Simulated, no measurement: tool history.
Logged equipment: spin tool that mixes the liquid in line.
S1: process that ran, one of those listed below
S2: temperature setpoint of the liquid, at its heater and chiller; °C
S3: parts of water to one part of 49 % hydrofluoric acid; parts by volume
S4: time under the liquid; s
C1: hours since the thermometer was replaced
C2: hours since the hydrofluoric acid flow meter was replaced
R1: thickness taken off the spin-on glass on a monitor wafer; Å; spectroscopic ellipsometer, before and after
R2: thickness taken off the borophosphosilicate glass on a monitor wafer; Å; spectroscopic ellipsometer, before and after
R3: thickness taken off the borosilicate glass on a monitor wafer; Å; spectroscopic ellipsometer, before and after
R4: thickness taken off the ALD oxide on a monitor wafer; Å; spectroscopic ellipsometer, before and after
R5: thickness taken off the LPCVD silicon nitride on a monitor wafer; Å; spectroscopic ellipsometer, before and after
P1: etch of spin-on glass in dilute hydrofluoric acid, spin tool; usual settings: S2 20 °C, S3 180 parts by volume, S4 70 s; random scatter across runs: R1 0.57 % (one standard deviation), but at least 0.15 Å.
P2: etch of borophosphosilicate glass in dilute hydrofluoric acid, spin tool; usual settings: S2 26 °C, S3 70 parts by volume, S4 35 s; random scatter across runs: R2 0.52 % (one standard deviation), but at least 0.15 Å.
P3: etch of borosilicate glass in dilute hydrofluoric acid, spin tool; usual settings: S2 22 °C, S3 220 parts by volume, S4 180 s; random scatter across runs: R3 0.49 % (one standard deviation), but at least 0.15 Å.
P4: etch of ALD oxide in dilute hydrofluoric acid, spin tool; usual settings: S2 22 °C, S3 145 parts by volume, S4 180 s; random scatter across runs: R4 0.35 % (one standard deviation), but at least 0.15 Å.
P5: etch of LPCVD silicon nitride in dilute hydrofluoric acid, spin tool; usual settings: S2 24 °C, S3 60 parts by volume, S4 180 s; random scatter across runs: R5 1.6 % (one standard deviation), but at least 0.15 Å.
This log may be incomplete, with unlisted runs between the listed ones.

run	hour	S1	S2	S3	S4	C1	C2	R1	R2	R3	R4	R5
1	4.8	P1	20	180	70	1229.5	1294	134.11				
2	12.3	P2	26	70	20	1237	1301.5		165.19			
3	17.2	P1	17	180	35	1241.9	1306.4	59.582				
4	22.5	P1	20	250	70	1247.2	1311.7	90.547				
5	31	P3	22	220	55	1255.7	1320.2			57.952		
6	36.3	P4	29.5	145	180	1261	1325.5				472.33	
7	42.7	P2	34	70	35	1267.4	1331.9		392.32			
8	50.5	P4	22	145	290	1275.2	1339.7				568.03	
9	57.7	P2	26	120	35	1282.4	1346.9		157.94			
10	64.3	P1	20	85	70	1289	1353.5	315.43				
11	72.4	P5	24	25	180	1297.1	1361.6					39.009
12	80.3	P3	22	115	180	1305	1369.5			399.71		
13	86.2	P1	20	180	15	1310.9	1375.4	29.074				
14	91.7	P2	26	70	35	1316.4	1380.9		289.2			
15	99	P3	22	220	180	1323.7	1388.2			189.07		
16	104	P1	20	180	70	1328.7	1393.2	134.39				
17	108.8	P1	20	180	135	1333.5	1398	260.63				
18	112.6	P5	24	60	360	1337.3	1401.8					32.413
19	118.8	P1	20	75	105	1343.5	1408	547.36				
20	126.1	P1	20	180	70	1350.8	1415.3	135.15				
21	132.8	P3	17	220	180	1357.5	1422			155.96		

Run 22, settings as shown, results not yet in. Your forecast:
22	137.8	P1	17	180	70	1362.5	1427	?				

For run 22 the tool returned R1 120.05 Å.
